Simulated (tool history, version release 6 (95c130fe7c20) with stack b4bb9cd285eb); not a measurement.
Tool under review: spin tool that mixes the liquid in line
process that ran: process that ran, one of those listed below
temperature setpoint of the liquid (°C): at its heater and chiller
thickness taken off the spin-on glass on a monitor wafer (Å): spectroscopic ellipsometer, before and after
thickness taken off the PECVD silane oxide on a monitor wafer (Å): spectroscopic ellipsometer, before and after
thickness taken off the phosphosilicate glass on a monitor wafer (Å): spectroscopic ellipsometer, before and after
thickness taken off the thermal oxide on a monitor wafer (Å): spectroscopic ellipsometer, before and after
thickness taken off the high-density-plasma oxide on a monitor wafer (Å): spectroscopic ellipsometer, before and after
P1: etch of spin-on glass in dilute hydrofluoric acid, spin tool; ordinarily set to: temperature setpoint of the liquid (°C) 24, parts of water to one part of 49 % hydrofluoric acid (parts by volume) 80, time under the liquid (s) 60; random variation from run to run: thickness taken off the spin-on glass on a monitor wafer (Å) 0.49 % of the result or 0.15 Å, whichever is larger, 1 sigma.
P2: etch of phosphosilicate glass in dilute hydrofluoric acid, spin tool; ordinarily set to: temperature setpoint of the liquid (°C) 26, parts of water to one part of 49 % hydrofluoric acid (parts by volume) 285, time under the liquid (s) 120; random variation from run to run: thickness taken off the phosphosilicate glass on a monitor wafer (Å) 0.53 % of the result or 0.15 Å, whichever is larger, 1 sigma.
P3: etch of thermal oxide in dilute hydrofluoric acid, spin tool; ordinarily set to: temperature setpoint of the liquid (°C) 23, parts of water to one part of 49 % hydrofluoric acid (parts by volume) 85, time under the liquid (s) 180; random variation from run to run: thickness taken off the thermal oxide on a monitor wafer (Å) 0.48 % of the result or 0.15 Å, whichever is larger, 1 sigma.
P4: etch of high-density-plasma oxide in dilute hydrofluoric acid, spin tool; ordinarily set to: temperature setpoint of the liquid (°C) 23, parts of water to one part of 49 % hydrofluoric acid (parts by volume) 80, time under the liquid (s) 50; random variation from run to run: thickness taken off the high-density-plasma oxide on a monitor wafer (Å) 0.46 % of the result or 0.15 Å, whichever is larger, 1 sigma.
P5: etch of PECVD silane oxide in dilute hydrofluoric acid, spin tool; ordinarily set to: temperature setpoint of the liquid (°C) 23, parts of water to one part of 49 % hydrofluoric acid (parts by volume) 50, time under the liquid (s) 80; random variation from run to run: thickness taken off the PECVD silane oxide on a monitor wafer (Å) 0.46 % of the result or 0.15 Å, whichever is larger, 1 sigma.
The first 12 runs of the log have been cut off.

run,hour,process that ran,temperature setpoint of the liquid (°C),parts of water to one part of 49 % hydrofluoric acid (parts by volume),time under the liquid (s),hours since the thermometer was replaced,hours since the hydrofluoric acid flow meter was replaced,thickness taken off the spin-on glass on a monitor wafer (Å),thickness taken off the PECVD silane oxide on a monitor wafer (Å),thickness taken off the phosphosilicate glass on a monitor wafer (Å),thickness taken off the thermal oxide on a monitor wafer (Å),thickness taken off the high-density-plasma oxide on a monitor wafer (Å)
13,113.7,P4,23,80,85,356.2,44.6,,,,,85.863
14,120.4,P2,26,285,120,362.9,51.3,,,253.5,,
15,127.7,P1,28.5,80,60,370.2,58.6,284.78,,,,
16,134.6,P1,24,80,60,377.1,65.5,238.43,,,,
17,142.5,P4,23,125,50,385,73.4,,,,,31.113
18,148.2,P5,23,20,80,390.7,79.1,,1179.7,,,
19,155.2,P5,23,50,80,397.7,86.1,,453.46,,,
20,165.5,P3,23,85,180,408,96.4,,,,97.834,
21,172.8,P1,24,115,60,415.3,103.7,159.44,,,,

Run 22 is up next; what results do you expect?
22,182.3,P1,24,50,60,424.8,113.2,?,,,,

{"run 22": {"thickness taken off the spin-on glass on a monitor wafer (Å)": 395.69}}

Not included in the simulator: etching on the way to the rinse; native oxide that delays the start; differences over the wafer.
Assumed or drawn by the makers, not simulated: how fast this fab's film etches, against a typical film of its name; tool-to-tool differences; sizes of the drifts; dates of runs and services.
